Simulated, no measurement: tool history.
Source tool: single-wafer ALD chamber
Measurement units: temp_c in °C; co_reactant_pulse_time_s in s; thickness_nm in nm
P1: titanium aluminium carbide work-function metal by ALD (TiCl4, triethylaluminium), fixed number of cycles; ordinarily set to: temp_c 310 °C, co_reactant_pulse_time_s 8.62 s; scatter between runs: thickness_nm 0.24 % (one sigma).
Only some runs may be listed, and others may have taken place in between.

| run | hour | temp_c | co_reactant_pulse_time_s | hours since the last thermocouple change | hours since the last triethylaluminium bottle change | thickness_nm |
|---|---|---|---|---|---|---|
| 1 | 6.8 | 310 | 8.62 | 295.3 | 595.9 | 2.054 |
| 2 | 16.9 | 333 | 13.75 | 305.4 | 606 | 2.3579 |
| 3 | 24.2 | 299 | 12.9 | 312.7 | 613.3 | 2.0355 |
| 4 | 33.6 | 285 | 8.62 | 322.1 | 622.7 | 1.8429 |
| 5 | 44.7 | 324 | 13.57 | 333.2 | 633.8 | 2.2792 |
|  | 49.4 | triethylaluminium bottle replaced |
| 6 | 53.5 | 310 | 2.97 | 342 | 4.2 | 1.3918 |
| 7 | 65.5 | 310 | 8.62 | 354 | 16.2 | 2.0501 |
| 8 | 75 | 310 | 8.62 | 363.5 | 25.7 | 2.0621 |
|  | 82.7 | thermocouple changed; heater temperature recalibrated |
| 9 | 86.4 | 310 | 13.83 | 3.7 | 37.1 | 2.1449 |
| 10 | 96.5 | 310 | 8.62 | 13.8 | 47.2 | 2.053 |
| 11 | 102.5 | 328 | 8.62 | 19.8 | 53.2 | 2.2128 |
| 12 | 111.6 | 310 | 8.62 | 28.9 | 62.3 | 2.0612 |
| 13 | 121.9 | 310 | 8.62 | 39.2 | 72.6 | 2.0418 |
| 14 | 133.2 | 310 | 8.62 | 50.5 | 83.9 | 2.0334 |
| 15 | 138.8 | 310 | 8.62 | 56.1 | 89.5 | 2.0312 |
| 16 | 148.2 | 310 | 8.62 | 65.5 | 98.9 | 2.0246 |
| 17 | 154.3 | 310 | 8.62 | 71.6 | 105 | 2.0257 |
| 18 | 166.4 | 310 | 8.62 | 83.7 | 117.1 | 2.0186 |
| 19 | 174.1 | 310 | 8.62 | 91.4 | 124.8 | 2.0185 |
| 20 | 179.7 | 310 | 8.62 | 97 | 130.4 | 2.0259 |
| 21 | 189.1 | 310 | 8.62 | 106.4 | 139.8 | 2.015 |
| 22 | 194.6 | 310 | 8.62 | 111.9 | 145.3 | 2.0206 |

What P1 gives has crept away from where it was. These 2 causes fit the log equally well, each at the size given:
A: triethylaluminium dose below that of a fresh bottle (%) = 9.54
B: wafer temperature below the value expected at the setpoint (K) = 4.22
The creep began at about hour 111.6.

Of the 4 check runs listed below, each run on one wafer and each result written as a question mark, which would let you distinguish the listed causes because they would give clearly different results?
| check 1 | 200.1 | 301 | 8.62 |  |  | ? |
| check 2 | 200.1 | 299 | 8.62 |  |  | ? |
| check 3 | 200.1 | 287 | 8.62 |  |  | ? |
| check 4 | 200.1 | 310 | 3.12 |  |  | ? |

Predicted outcomes, by check and by cause:
| check | result | if A | if B |
|---|---|---|---|
| check 1 | thickness_nm | 1.9438 | 1.9427 |
| check 2 | thickness_nm | 1.927 | 1.9257 |
| check 3 | thickness_nm | 1.8267 | 1.824 |
| check 4 | thickness_nm | 1.3482 | 1.4029 |
Minimum pairwise separation of causes per check, each pair taken at its best-separating result: check 1 0.06 %; check 2 0.07 %; check 3 0.15 %; check 4 3.97 %
Of the check runs offered, only check 4 discriminates between the causes; the rest would read about the same regardless of which cause applies.

Then check 4 was run and gave: thickness_nm 1.3446 nm. Which cause is it?

It is A: triethylaluminium dose below that of a fresh bottle (%).

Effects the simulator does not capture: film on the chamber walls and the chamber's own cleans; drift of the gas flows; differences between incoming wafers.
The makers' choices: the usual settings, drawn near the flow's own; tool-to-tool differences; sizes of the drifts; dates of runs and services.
